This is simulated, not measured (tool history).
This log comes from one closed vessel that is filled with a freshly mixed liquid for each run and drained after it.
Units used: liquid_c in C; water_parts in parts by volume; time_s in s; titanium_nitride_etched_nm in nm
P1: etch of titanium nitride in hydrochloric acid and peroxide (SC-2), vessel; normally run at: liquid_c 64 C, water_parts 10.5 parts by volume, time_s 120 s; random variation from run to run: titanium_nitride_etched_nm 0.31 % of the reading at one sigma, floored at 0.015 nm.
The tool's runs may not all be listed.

run,day,liquid_c,water_parts,time_s,titanium_nitride_etched_nm
1,0.3,64,10.5,120,7.1966
2,0.479,64,10.5,120,7.1723
3,0.729,48.5,10.5,120,2.6941
4,1.058,64,4,120,14.947
5,1.225,72,10.5,120,11.684
6,1.479,64,10.5,120,7.1919
7,1.833,64,10.5,30,1.8084
8,2.088,64,18.5,120,4.3998
# day 2.121: new drum of peroxide connected
9,2.392,53.5,10.5,195,6.0754
10,2.575,64,17.5,30,1.156
11,2.888,64,10.5,120,7.2415
12,3.046,64,14.5,60,2.7618
13,3.258,64,10.5,225,13.499
14,3.525,64,10.5,120,7.1994
15,3.846,64,10.5,120,7.2486
16,4.075,64,10.5,120,6.9663
17,4.308,64,10.5,120,6.8541
18,4.671,64,10.5,120,6.7286
19,4.988,64,10.5,120,6.6228
# day 5.158: new drum of peroxide connected
20,5.188,64,10.5,120,6.6187
21,5.517,64,10.5,120,6.5627
22,5.792,64,10.5,120,6.5454
23,6.121,64,10.5,120,6.5121

P1 no longer gives what it gave before; its output has crept away from where it was. The following 2 causes, each at its listed size, fit the log equally well:
A: liquid colder than its thermometer reads (K) = 1.56
B: chemicals flow below the setpoint (%) = 10.7
The process output started creeping at around day 3.846.
Ruled out, with reasons:
peroxide weaker than its label (%): its service at day 5.158 followed the start of the drift and did not put the process back to its old value

The list below offers 4 check runs, each averaging the results of 2 wafers, and shows each result as a question mark. For which of them would the listed causes give clearly different results?
check 1,6.45,54,10.5,160,?
check 2,6.45,64,18.5,120,?
check 3,6.45,72,10.5,180,?
check 4,6.45,48.5,4,120,?

What every check run would give for each of its results, assuming each possible cause in turn:
check,result,if A,if B
check 1,titanium_nitride_etched_nm,4.6146,4.6427
check 2,titanium_nitride_etched_nm,3.9911,3.9645
check 3,titanium_nitride_etched_nm,15.916,15.848
check 4,titanium_nitride_etched_nm,4.9931,5.1385
Smallest distance between any two causes, each pair judged by its most separating result, in per cent: check 1 0.61 %; check 2 0.67 %; check 3 0.43 %; check 4 2.87 %
Only check 4 tells the causes apart: in the others they would give nearly the same result.

Here is what check 4 returned: titanium_nitride_etched_nm 5.1389 nm. Which cause is it?

B is the cause: chemicals flow below the setpoint (%).
